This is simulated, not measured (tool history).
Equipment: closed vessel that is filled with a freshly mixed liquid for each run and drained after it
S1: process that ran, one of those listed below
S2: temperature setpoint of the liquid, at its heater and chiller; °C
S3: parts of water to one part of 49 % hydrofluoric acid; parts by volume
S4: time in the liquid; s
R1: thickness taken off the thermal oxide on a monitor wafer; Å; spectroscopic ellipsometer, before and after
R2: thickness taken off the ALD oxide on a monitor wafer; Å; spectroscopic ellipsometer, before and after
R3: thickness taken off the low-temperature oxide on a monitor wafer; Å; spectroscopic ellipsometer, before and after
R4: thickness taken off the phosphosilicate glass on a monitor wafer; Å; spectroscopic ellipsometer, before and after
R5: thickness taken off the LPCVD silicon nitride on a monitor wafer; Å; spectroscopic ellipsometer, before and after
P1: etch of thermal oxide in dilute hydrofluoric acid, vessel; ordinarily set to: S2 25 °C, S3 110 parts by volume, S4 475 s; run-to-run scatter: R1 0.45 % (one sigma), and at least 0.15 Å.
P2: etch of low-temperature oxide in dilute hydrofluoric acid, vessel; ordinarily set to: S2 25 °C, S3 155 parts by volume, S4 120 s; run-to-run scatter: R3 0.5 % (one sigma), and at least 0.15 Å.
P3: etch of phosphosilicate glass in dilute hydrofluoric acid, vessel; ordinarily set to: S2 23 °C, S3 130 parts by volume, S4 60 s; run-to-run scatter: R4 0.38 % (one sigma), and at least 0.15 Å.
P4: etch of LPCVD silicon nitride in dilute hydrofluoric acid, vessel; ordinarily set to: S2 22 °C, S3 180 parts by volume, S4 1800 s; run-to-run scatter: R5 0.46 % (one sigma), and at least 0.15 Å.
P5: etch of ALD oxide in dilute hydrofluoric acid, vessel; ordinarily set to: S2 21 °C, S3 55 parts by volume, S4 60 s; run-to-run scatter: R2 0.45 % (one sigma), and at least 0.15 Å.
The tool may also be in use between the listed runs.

run,hour,S1,S2,S3,S4,R1,R2,R3,R4,R5
1,11.8,P1,25,110,475,207.08,,,,
2,26.2,P1,25,25,475,1016.7,,,,
3,35.2,P5,17,55,60,,179.63,,,
4,45.6,P1,25,110,475,206.47,,,,
5,58.8,P1,25,110,100,43.914,,,,
6,70,P1,31,110,475,257.61,,,,
7,87.7,P5,21,100,60,,111.67,,,
8,106.1,P1,25,110,920,400.72,,,,
9,122.3,P5,21,55,60,,214.41,,,
10,139.5,P2,25,155,215,,,141.16,,
11,156.4,P1,25,110,475,208.15,,,,
12,170,P2,32,155,120,,,102.41,,
13,180.3,P1,18.5,110,475,160.53,,,,
14,190.2,P3,23,130,60,,,,375.18,
15,202.2,P1,21.5,110,740,279.5,,,,
16,216,P4,22,180,3460,,,,,98.496
17,225.9,P5,21,55,115,,411.09,,,
18,242.2,P4,17,180,1800,,,,,36.626
19,258.2,P1,25,110,475,206.71,,,,
20,268.7,P1,25,110,475,207.82,,,,
21,281.8,P3,23,225,60,,,,194.87,
22,295.6,P1,25,170,475,124.5,,,,
23,305.1,P1,25,110,475,206.97,,,,
24,314.5,P4,22,180,1800,,,,,50.973
25,329.9,P2,25,225,120,,,50.109,,
26,339.4,P3,17,130,60,,,,296.12,
27,355.7,P4,22,55,1800,,,,,163.28
28,369.9,P2,25,155,120,,,79.787,,
29,386,P3,23,130,30,,,,187.63,
30,401.4,P1,25,110,475,207.24,,,,
31,409.7,P1,25,110,475,203.95,,,,
32,427.3,P1,25,110,475,196.57,,,,
33,439.1,P1,25,110,475,195.29,,,,
34,450.8,P1,25,110,475,193.59,,,,
35,468.6,P1,25,110,475,191.68,,,,
36,481.3,P1,25,110,475,190.67,,,,
37,499.1,P1,25,110,475,191.22,,,,
38,510.3,P1,25,110,475,188.32,,,,
39,528.8,P1,25,110,475,190.46,,,,
40,541.3,P1,25,110,475,189.31,,,,
41,552.2,P1,25,110,475,188.93,,,,

Compared with where it was, what P1 gives has crept away. Each cause listed below fits the log as well as the rest, at the size given for it:
A: hydrofluoric acid flow below the setpoint (%) = 7.58
B: liquid colder than its thermometer reads (K) = 2.29
The drift started at roughly hour 401.4.

Below are 4 check runs, each on a single wafer, with their results shown as question marks. Which of them would tell the listed causes apart, meaning the causes would give clearly different results under it?
check 1,563.1,P2,25,155,215,,,?,,
check 2,563.1,P3,17,130,60,,,,?,
check 3,563.1,P5,21,70,60,,?,,,
check 4,563.1,P4,22,65,3410,,,,,?

How each check would come out, cause by cause:
check,result,if A,if B
check 1,R3,128.81,129.59
check 2,R4,270.11,268.33
check 3,R2,151.5,149.94
check 4,R5,244.89,226.08
Minimum pairwise separation of causes per check, each pair taken at its best-separating result: check 1 0.61 %; check 2 0.66 %; check 3 1.04 %; check 4 7.99 %
Check 4 is the one run that separates the causes; every other check would come out nearly the same whichever cause is at work.

With check 4 done, the readings were: R5 227.77 Å. Identify which of the listed causes applies.

B is the cause: liquid colder than its thermometer reads (K).

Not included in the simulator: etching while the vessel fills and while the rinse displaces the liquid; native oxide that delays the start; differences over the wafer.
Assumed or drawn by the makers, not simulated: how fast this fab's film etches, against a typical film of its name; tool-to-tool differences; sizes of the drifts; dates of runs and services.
